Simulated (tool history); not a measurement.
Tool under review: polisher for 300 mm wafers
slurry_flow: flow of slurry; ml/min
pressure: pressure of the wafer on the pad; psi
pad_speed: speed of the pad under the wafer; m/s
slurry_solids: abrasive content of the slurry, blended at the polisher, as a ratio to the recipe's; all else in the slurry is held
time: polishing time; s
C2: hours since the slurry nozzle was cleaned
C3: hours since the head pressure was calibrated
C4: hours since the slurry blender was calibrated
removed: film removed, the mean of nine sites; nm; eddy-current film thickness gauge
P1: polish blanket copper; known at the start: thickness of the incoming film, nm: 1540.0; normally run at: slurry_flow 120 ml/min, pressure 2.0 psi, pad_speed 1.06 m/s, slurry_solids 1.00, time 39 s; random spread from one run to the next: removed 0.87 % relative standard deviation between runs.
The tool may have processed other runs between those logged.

run 1 day=0.679 | slurry_flow=120 pressure=2.0 pad_speed=1.06 slurry_solids=1.00 time=39 | wafers_polished_on_this_pad=570 C2=230.6 C3=184.0 C4=162.0 | removed=71.629
run 2 day=1.262 | slurry_flow=120 pressure=1.1 pad_speed=0.68 slurry_solids=1.00 time=39 | wafers_polished_on_this_pad=790 C2=244.6 C3=198.0 C4=176.0 | removed=25.503
run 3 day=1.592 | slurry_flow=120 pressure=2.0 pad_speed=0.56 slurry_solids=1.00 time=39 | wafers_polished_on_this_pad=914 C2=252.5 C3=205.9 C4=183.9 | removed=38.123
run 4 day=2.021 | slurry_flow=120 pressure=2.0 pad_speed=1.06 slurry_solids=1.00 time=52 | wafers_polished_on_this_pad=1076 C2=262.8 C3=216.2 C4=194.2 | removed=96.085
run 5 day=2.688 | slurry_flow=120 pressure=2.0 pad_speed=1.42 slurry_solids=1.00 time=39 | wafers_polished_on_this_pad=1328 C2=278.8 C3=232.2 C4=210.2 | removed=96.128
run 6 day=3.021 | slurry_flow=180 pressure=2.0 pad_speed=1.06 slurry_solids=1.00 time=39 | wafers_polished_on_this_pad=1454 C2=286.8 C3=240.2 C4=218.2 | removed=77.979
run 7 day=3.604 | slurry_flow=120 pressure=2.0 pad_speed=1.06 slurry_solids=1.00 time=39 | wafers_polished_on_this_pad=1674 C2=300.8 C3=254.2 C4=232.2 | removed=72.537
run 8 day=4.242 | slurry_flow=120 pressure=2.0 pad_speed=0.50 slurry_solids=1.00 time=18 | wafers_polished_on_this_pad=1914 C2=316.1 C3=269.5 C4=247.5 | removed=15.850
run 9 day=4.742 | slurry_flow=120 pressure=2.0 pad_speed=1.06 slurry_solids=0.55 time=39 | wafers_polished_on_this_pad=2103 C2=328.1 C3=281.5 C4=259.5 | removed=63.823
run 10 day=5.438 | slurry_flow=120 pressure=2.7 pad_speed=1.06 slurry_solids=1.00 time=39 | wafers_polished_on_this_pad=2366 C2=344.8 C3=298.2 C4=276.2 | removed=97.721
run 11 day=5.946 | slurry_flow=120 pressure=2.0 pad_speed=1.06 slurry_solids=1.35 time=39 | wafers_polished_on_this_pad=2557 C2=357.0 C3=310.4 C4=288.4 | removed=75.561
run 12 day=6.400 | slurry_flow=120 pressure=0.9 pad_speed=1.06 slurry_solids=1.00 time=39 | wafers_polished_on_this_pad=2729 C2=367.9 C3=321.3 C4=299.3 | removed=32.703
run 13 day=6.746 | slurry_flow=120 pressure=2.0 pad_speed=1.06 slurry_solids=1.00 time=39 | wafers_polished_on_this_pad=2859 C2=376.2 C3=329.6 C4=307.6 | removed=72.761
run 14 day=7.192 | slurry_flow=120 pressure=2.0 pad_speed=1.06 slurry_solids=0.60 time=29 | wafers_polished_on_this_pad=3027 C2=386.9 C3=340.3 C4=318.3 | removed=48.257
run 15 day=7.592 | slurry_flow=70 pressure=2.0 pad_speed=1.06 slurry_solids=1.00 time=39 | wafers_polished_on_this_pad=3178 C2=396.5 C3=349.9 C4=327.9 | removed=62.067
run 16 day=8.096 | slurry_flow=120 pressure=2.0 pad_speed=1.06 slurry_solids=1.00 time=18 | wafers_polished_on_this_pad=3369 C2=408.6 C3=362.0 C4=340.0 | removed=33.050
run 17 day=8.521 | slurry_flow=120 pressure=2.0 pad_speed=1.06 slurry_solids=1.00 time=39 | wafers_polished_on_this_pad=3529 C2=418.8 C3=372.2 C4=350.2 | removed=72.081
run 18 day=9.133 | slurry_flow=120 pressure=2.0 pad_speed=1.06 slurry_solids=1.00 time=39 | wafers_polished_on_this_pad=3760 C2=433.5 C3=386.9 C4=364.9 | removed=72.410
run 19 day=9.771 | slurry_flow=120 pressure=2.0 pad_speed=1.06 slurry_solids=1.00 time=39 | wafers_polished_on_this_pad=4001 C2=448.8 C3=402.2 C4=380.2 | removed=72.449

Forecast run 20:
run 20 day=10.317 | slurry_flow=120 pressure=2.0 pad_speed=1.06 slurry_solids=1.00 time=39 | wafers_polished_on_this_pad=4207 C2=461.9 C3=415.3 C4=393.3 | removed=?

removed: 68.489 nm
